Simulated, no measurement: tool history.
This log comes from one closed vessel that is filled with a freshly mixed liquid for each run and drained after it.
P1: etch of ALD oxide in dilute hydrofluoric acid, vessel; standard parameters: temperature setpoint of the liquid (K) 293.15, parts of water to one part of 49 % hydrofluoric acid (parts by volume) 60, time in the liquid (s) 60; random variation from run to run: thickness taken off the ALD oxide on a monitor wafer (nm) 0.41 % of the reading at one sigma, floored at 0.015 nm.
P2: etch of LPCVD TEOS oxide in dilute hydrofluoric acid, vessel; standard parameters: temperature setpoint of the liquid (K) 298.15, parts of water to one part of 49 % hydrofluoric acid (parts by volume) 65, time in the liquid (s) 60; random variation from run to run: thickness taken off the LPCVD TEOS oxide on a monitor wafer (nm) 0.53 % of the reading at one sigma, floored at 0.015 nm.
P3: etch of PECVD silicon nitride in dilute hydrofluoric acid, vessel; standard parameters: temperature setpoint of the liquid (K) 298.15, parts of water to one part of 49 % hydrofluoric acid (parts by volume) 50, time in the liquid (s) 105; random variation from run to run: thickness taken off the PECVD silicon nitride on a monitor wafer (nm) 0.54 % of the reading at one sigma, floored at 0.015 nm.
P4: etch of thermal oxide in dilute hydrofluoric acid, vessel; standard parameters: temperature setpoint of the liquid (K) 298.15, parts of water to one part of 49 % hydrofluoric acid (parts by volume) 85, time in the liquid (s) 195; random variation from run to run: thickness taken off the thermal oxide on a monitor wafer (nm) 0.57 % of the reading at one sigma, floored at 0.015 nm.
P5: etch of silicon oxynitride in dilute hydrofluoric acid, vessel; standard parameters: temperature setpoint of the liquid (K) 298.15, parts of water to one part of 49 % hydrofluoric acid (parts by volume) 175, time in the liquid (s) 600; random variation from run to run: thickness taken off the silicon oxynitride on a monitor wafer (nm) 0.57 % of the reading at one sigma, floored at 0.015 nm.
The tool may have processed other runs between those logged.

run,hour,process that ran,temperature setpoint of the liquid (K),parts of water to one part of 49 % hydrofluoric acid (parts by volume),time in the liquid (s),hours since the thermometer was replaced,hours since the hydrofluoric acid flow meter was replaced,thickness taken off the ALD oxide on a monitor wafer (nm),thickness taken off the PECVD silicon nitride on a monitor wafer (nm),thickness taken off the thermal oxide on a monitor wafer (nm),thickness taken off the LPCVD TEOS oxide on a monitor wafer (nm),thickness taken off the silicon oxynitride on a monitor wafer (nm)
1,10.8,P1,293.15,60,60,521.7,522.1,13.622,,,,
2,19.3,P1,290.15,60,60,530.2,530.6,12.011,,,,
3,31.8,P1,293.15,110,30,542.7,543.1,3.506,,,,
4,45.3,P3,298.15,50,105,556.2,556.6,,5.0058,,,
5,51.6,P4,298.15,85,195,562.5,562.9,,,11.699,,
6,60.6,P1,293.15,60,30,571.5,571.9,6.8072,,,,
7,68.9,P1,293.15,60,60,579.8,580.2,13.622,,,,
# hour 71.2: hydrofluoric acid flow meter replaced
8,77.1,P4,298.15,20,195,588,6,,,54.318,,
9,90.9,P2,298.15,65,60,601.8,19.8,,,,43.265,
10,104.7,P2,298.15,65,115,615.6,33.6,,,,84.504,
11,117,P1,293.15,60,60,627.9,45.9,13.598,,,,
12,126,P1,293.15,30,60,636.9,54.9,28.241,,,,
13,139.9,P5,306.15,175,600,650.8,68.8,,,,,12.272
14,153.8,P1,293.15,60,60,664.7,82.7,13.606,,,,
15,160.7,P3,298.15,20,105,671.6,89.6,,12.106,,,
16,167.7,P5,298.15,175,105,678.6,96.6,,,,,1.5329
17,180.1,P5,298.15,320,600,691,109,,,,,4.3086
18,190.5,P1,300.15,60,60,701.4,119.4,18.233,,,,
19,197,P4,305.65,85,195,707.9,125.9,,,15.805,,
20,203.1,P1,293.15,85,60,714,132,9.3707,,,,
21,217,P3,298.15,50,30,727.9,145.9,,1.4364,,,
22,224.6,P5,298.15,175,600,735.5,153.5,,,,,8.6923
23,236.8,P2,298.15,105,60,747.7,165.7,,,,25.756,
24,242.8,P2,302.15,65,60,753.7,171.7,,,,51.725,
25,252,P4,298.15,85,30,762.9,180.9,,,1.8302,,
26,261.5,P1,293.15,60,100,772.4,190.4,22.837,,,,
27,275.5,P3,291.15,50,105,786.4,204.4,,3.067,,,
28,283.8,P3,298.15,50,105,794.7,212.7,,4.9923,,,
29,290.7,P1,293.15,60,60,801.6,219.6,13.692,,,,
30,303.9,P1,293.15,60,60,814.8,232.8,13.249,,,,
31,316,P1,293.15,60,60,826.9,244.9,12.989,,,,
32,328.2,P1,293.15,60,60,839.1,257.1,12.752,,,,
33,335.6,P1,293.15,60,60,846.5,264.5,12.653,,,,
34,348.5,P1,293.15,60,60,859.4,277.4,12.651,,,,
35,355.8,P1,293.15,60,60,866.7,284.7,12.509,,,,
36,367.2,P1,293.15,60,60,878.1,296.1,12.538,,,,
37,374.2,P1,293.15,60,60,885.1,303.1,12.511,,,,
38,380.2,P1,293.15,60,60,891.1,309.1,12.464,,,,
39,390.9,P1,293.15,60,60,901.8,319.8,12.58,,,,

Something has made what P1 gives creep away from where it was; the 2 causes below, each at its own stated size, fit the log equally well:
A: hydrofluoric acid flow below the setpoint (%) = 7.83
B: liquid colder than its thermometer reads (K) = 2.06
The gradual shift began around hour 290.7.

4 check runs are offered, one wafer each, their results left as question marks. Which one tells the causes apart?
check 1,401.6,P5,305.65,175,600,,,,,,,?
check 2,401.6,P2,298.15,105,60,,,,,,?,
check 3,401.6,P3,298.15,25,30,,,,?,,,
check 4,401.6,P4,302.65,85,90,,,,,?,,

How each check would come out, cause by cause:
check,result,if A,if B
check 1,thickness taken off the silicon oxynitride on a monitor wafer (nm),10.954,11.062
check 2,thickness taken off the LPCVD TEOS oxide on a monitor wafer (nm),23.37,23.635
check 3,thickness taken off the PECVD silicon nitride on a monitor wafer (nm),2.5886,2.4321
check 4,thickness taken off the thermal oxide on a monitor wafer (nm),5.8736,5.9473
Minimum pairwise separation of causes per check, each pair taken at its best-separating result: check 1 0.99 %; check 2 1.13 %; check 3 6.24 %; check 4 1.25 %
Check 3 distinguishes between the causes, while the remaining checks would return nearly the same result for all of them.

The results of check 3 are: thickness taken off the PECVD silicon nitride on a monitor wafer (nm) 2.5818. Based on these, which of the listed causes is it?

The correct cause is A, namely: hydrofluoric acid flow below the setpoint (%).

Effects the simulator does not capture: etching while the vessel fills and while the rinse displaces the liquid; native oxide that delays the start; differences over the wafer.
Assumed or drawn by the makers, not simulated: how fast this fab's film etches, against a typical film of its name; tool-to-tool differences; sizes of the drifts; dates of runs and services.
